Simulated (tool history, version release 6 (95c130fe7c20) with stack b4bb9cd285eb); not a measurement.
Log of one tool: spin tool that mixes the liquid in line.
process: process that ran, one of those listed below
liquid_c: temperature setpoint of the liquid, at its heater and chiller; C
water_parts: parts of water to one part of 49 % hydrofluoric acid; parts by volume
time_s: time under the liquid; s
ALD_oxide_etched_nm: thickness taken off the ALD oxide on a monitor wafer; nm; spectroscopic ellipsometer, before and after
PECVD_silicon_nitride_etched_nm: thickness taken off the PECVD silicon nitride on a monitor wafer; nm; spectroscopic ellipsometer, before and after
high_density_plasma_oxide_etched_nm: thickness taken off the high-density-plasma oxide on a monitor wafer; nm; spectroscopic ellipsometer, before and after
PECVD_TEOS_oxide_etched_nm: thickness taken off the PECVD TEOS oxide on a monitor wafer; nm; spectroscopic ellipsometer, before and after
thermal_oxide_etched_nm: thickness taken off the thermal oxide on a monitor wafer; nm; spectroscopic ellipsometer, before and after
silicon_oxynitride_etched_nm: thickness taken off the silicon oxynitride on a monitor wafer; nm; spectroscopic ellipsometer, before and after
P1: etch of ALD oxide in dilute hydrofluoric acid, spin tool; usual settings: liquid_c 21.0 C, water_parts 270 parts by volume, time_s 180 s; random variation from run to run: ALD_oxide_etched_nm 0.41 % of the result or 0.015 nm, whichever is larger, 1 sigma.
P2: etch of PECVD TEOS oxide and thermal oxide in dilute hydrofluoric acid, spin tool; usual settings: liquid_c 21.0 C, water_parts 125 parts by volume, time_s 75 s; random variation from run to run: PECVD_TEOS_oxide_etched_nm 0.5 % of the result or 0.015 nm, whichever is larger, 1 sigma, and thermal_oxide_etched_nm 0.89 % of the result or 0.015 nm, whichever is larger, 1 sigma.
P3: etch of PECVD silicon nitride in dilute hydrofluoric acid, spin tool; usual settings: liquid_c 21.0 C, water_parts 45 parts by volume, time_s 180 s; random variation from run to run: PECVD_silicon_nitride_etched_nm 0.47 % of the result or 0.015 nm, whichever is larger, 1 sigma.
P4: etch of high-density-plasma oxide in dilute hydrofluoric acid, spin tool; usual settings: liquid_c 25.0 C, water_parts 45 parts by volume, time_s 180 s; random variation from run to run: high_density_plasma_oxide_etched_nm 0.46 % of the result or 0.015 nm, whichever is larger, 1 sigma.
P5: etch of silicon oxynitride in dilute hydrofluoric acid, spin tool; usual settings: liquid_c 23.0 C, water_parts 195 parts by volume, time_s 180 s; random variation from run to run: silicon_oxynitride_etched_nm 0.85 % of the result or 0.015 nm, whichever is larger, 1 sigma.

run,day,process,liquid_c,water_parts,time_s,hours since the thermometer was replaced,hours since the hydrofluoric acid flow meter was replaced,ALD_oxide_etched_nm,PECVD_silicon_nitride_etched_nm,high_density_plasma_oxide_etched_nm,PECVD_TEOS_oxide_etched_nm,thermal_oxide_etched_nm,silicon_oxynitride_etched_nm
1,0.700,P1,21.0,270,180,286.5,1069.1,13.7650,,,,,
2,1.462,P1,21.0,270,180,304.8,1087.4,13.6340,,,,,
3,2.233,P3,21.0,45,180,323.3,1105.9,,6.5189,,,,
4,2.875,P1,17.0,270,345,338.7,1121.3,22.6940,,,,,
5,3.583,P1,17.0,270,180,355.7,1138.3,11.8090,,,,,
6,4.333,P4,25.0,25,180,373.7,1156.3,,,50.4430,,,
7,5.100,P4,33.0,45,180,392.1,1174.7,,,37.2470,,,
8,5.704,P1,21.0,270,180,406.6,1189.2,13.7750,,,,,
9,6.104,P2,21.0,125,75,416.2,1198.8,,,,9.3874,2.27050,
10,6.567,P3,21.0,45,180,427.3,1209.9,,6.5032,,,,
11,7.300,P5,23.0,100,180,444.9,1227.5,,,,,,5.6412
12,7.742,P1,17.0,270,345,455.5,1238.1,22.5440,,,,,
13,8.375,P3,17.0,45,180,470.7,1253.3,,4.9269,,,,
14,8.954,P3,21.0,45,30,484.6,1267.2,,1.0820,,,,
15,9.462,P1,21.0,270,330,496.8,1279.4,25.2140,,,,,
16,10.008,P4,25.0,45,180,509.9,1292.5,,,27.3100,,,
17,10.654,P1,27.0,270,180,525.4,1308.0,17.0550,,,,,
18,11.417,P1,21.0,50,180,543.7,1326.3,93.7020,,,,,
19,11.896,P4,25.0,45,15,555.2,1337.8,,,2.2767,,,
20,12.333,P4,25.0,45,180,565.7,1348.3,,,27.3650,,,
21,12.712,P5,23.0,195,320,574.8,1357.4,,,,,,4.8319
22,13.125,P2,26.5,125,75,584.7,1367.3,,,,11.7020,2.86630,
23,13.696,P1,21.0,270,180,598.4,1381.0,13.6780,,,,,
24,14.488,P1,21.0,420,265,617.4,1400.0,11.3800,,,,,
25,14.867,P5,23.0,195,180,626.5,1409.1,,,,,,2.7270
26,15.558,P1,21.0,415,180,643.1,1425.7,7.8378,,,,,
27,16.246,P5,28.0,195,180,659.6,1442.2,,,,,,3.4332
28,16.912,P1,21.0,270,180,675.6,1458.2,13.7400,,,,,
29,17.496,P1,21.0,270,55,689.6,1472.2,4.2024,,,,,
30,18.221,P2,21.0,125,75,707.0,1489.6,,,,9.3300,2.29930,
31,18.783,P2,21.0,125,20,720.5,1503.1,,,,2.4848,0.64006,
32,19.433,P2,21.0,30,75,736.1,1518.7,,,,43.7210,10.70500,
33,20.121,P3,21.0,60,180,752.6,1535.2,,4.9371,,,,
34,20.517,P1,21.0,270,180,762.1,1544.7,13.7900,,,,,
35,21.288,P1,21.0,270,180,780.6,1563.2,13.9640,,,,,
36,21.942,P1,21.0,270,180,796.3,1578.9,14.1510,,,,,
37,22.383,P1,21.0,270,180,806.9,1589.5,14.3590,,,,,
38,22.900,P1,21.0,270,180,819.3,1601.9,14.2650,,,,,
39,23.321,P1,21.0,270,180,829.4,1612.0,14.4180,,,,,
40,24.104,P1,21.0,270,180,848.2,1630.8,14.5410,,,,,
41,24.617,P1,21.0,270,180,860.5,1643.1,14.5360,,,,,
42,25.412,P1,21.0,270,180,879.6,1662.2,14.5980,,,,,
43,26.046,P1,21.0,270,180,894.8,1677.4,14.4620,,,,,
44,26.812,P1,21.0,270,180,913.2,1695.8,14.4870,,,,,

What P1 gives has crept away from where it was. These 2 causes fit the log equally well, each at the size given:
A: liquid hotter than its thermometer reads (K) = 1.63
B: hydrofluoric acid flow above the setpoint (%) = 4.85
The creep began at about day 20.517.

4 check runs are offered, one wafer each, their results left as question marks. Which one tells the causes apart?
check 1,27.579,P3,17.0,45,85,,,,?,,,,
check 2,27.579,P2,25.0,125,50,,,,,,?,?,
check 3,27.579,P4,33.0,45,15,,,,,?,,,
check 4,27.579,P5,26.0,195,250,,,,,,,,?

What each check would give under each cause:
check,result,if A,if B
check 1,PECVD_silicon_nitride_etched_nm,2.6139,2.4382
check 2,PECVD_TEOS_oxide_etched_nm,7.7914,7.7298
check 2,thermal_oxide_etched_nm,1.90930,1.89420
check 3,high_density_plasma_oxide_etched_nm,3.3234,3.2851
check 4,silicon_oxynitride_etched_nm,4.6433,4.5688
How far apart the two closest causes lie, in the result that separates them most: check 1 6.96 %; check 2 0.79 %; check 3 1.16 %; check 4 1.62 %
Check 1 tells the causes apart: in the others they would give nearly the same result.

Then check 1 was run and gave: PECVD_silicon_nitride_etched_nm 2.4276 nm. Which cause is it?

It is B: hydrofluoric acid flow above the setpoint (%).
